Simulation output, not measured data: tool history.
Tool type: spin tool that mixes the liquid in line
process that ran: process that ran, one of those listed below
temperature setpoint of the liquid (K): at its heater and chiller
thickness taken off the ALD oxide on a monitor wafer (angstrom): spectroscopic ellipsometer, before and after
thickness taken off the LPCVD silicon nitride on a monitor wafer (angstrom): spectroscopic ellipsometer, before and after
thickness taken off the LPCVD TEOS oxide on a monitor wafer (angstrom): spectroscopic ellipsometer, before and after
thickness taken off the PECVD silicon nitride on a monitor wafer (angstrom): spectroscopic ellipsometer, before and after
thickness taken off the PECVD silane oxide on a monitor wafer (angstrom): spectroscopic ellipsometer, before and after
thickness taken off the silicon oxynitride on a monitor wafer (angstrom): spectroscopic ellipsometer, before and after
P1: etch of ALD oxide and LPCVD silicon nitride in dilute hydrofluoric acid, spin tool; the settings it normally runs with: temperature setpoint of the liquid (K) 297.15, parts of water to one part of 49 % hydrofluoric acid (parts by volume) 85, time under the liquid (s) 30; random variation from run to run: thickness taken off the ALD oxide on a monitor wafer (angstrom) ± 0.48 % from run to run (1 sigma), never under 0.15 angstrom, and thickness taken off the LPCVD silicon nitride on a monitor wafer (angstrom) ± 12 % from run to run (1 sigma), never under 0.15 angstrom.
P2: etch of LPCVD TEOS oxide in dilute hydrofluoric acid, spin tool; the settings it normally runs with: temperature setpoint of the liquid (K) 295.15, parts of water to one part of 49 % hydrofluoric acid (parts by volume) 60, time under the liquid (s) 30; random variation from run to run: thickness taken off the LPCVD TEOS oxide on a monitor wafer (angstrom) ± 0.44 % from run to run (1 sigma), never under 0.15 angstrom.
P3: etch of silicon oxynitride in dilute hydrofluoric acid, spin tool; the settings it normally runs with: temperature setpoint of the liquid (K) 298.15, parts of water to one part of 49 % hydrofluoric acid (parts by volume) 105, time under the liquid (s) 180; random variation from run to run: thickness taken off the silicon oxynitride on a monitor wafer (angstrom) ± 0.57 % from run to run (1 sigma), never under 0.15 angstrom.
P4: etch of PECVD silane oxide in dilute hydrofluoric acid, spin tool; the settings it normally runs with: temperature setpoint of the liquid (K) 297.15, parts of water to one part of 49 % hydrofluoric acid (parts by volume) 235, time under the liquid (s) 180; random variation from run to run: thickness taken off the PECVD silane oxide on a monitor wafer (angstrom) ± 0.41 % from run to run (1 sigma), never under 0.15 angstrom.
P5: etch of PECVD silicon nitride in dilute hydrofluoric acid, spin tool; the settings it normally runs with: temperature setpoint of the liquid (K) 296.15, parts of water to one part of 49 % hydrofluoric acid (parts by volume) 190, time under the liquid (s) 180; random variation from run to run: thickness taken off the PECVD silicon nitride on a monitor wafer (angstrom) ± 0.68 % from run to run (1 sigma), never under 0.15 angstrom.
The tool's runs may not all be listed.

run	hour	process that ran	temperature setpoint of the liquid (K)	parts of water to one part of 49 % hydrofluoric acid (parts by volume)	time under the liquid (s)	hours since the thermometer was replaced	hours since the hydrofluoric acid flow meter was replaced	thickness taken off the ALD oxide on a monitor wafer (angstrom)	thickness taken off the LPCVD silicon nitride on a monitor wafer (angstrom)	thickness taken off the LPCVD TEOS oxide on a monitor wafer (angstrom)	thickness taken off the PECVD silicon nitride on a monitor wafer (angstrom)	thickness taken off the PECVD silane oxide on a monitor wafer (angstrom)	thickness taken off the silicon oxynitride on a monitor wafer (angstrom)
1	3.8	P1	297.15	85	30	149.4	302.3	96.797	2.0739				
2	8.5	P2	302.65	60	30	154.1	307			294.34			
3	11.6	P1	290.65	85	30	157.2	310.1	73.938	1.3615				
4	16.4	P5	292.65	190	180	162	314.9				27.863		
5	22.6	P2	295.15	60	30	168.2	321.1			218.61			
6	26.4	P5	296.15	190	270	172	324.9				52.255		
7	31.7	P4	292.65	235	180	177.3	330.2					246.21	
8	36.6	P2	295.15	105	30	182.2	335.1			117.72			
9	41.4	P1	297.15	35	30	187	339.9	253.81	4.7964				
# hour 43: hydrofluoric acid flow meter replaced
10	45.7	P1	303.15	85	30	191.3	2.7	122.65	2.835				
11	49.7	P1	297.15	85	55	195.3	6.7	178.95	3.2235				
12	54.6	P3	298.15	105	180	200.2	11.6						60.283
13	59.5	P1	297.15	85	30	205.1	16.5	96.774	2.1344				
14	64.4	P5	296.15	350	180	210	21.4				19.192		
15	68.1	P2	295.15	60	45	213.7	25.1			326.79			
16	73.7	P3	298.15	105	15	219.3	30.7						4.9479
17	79.1	P1	297.15	85	15	224.7	36.1	48.561	1.1208				
18	82.4	P3	290.65	105	180	228	39.4						42.086
19	88	P4	297.15	235	180	233.6	45					289.27	
20	92.2	P2	295.15	60	30	237.8	49.2			216.6			
21	95.8	P3	298.15	165	180	241.4	52.8						36.367
# hour 100.3: thermometer replaced
22	102	P4	297.15	40	180	1.7	59					2148.1	
23	106.2	P5	296.15	190	180	5.9	63.2				35.374		
24	111.8	P1	297.15	130	30	11.5	68.8	60.362	1.3852				
25	115.6	P1	297.15	85	30	15.3	72.6	97.334	1.876				
26	121	P5	296.15	190	180	20.7	78				34.686		
27	126.6	P1	291.15	85	60	26.3	83.6	151.18	2.7667				
28	132	P4	297.15	235	260	31.7	89					419.84	
29	138	P1	297.15	85	30	37.7	95	97.328	1.6871				
30	141.6	P1	297.15	85	30	41.3	98.6	96.454	2.0744				
31	144.5	P1	297.15	85	30	44.2	101.5	95.547	1.768				
32	147.4	P1	297.15	85	30	47.1	104.4	94.146	2.1263				
33	152.9	P1	297.15	85	30	52.6	109.9	92.054	1.9687				
34	158.3	P1	297.15	85	30	58	115.3	91.58	1.9504				
35	162	P1	297.15	85	30	61.7	119	91.228	2.6364				
36	166.6	P1	297.15	85	30	66.3	123.6	91.192	2.0985				
37	172.6	P1	297.15	85	30	72.3	129.6	90.382	2.208				
38	178.5	P1	297.15	85	30	78.2	135.5	90.53	1.2317				

The next listed run, before its measurement:
39	184.1	P1	297.15	85	30	83.8	141.1	?	?				

thickness taken off the ALD oxide on a monitor wafer (angstrom): 90.962
thickness taken off the LPCVD silicon nitride on a monitor wafer (angstrom): 1.6555

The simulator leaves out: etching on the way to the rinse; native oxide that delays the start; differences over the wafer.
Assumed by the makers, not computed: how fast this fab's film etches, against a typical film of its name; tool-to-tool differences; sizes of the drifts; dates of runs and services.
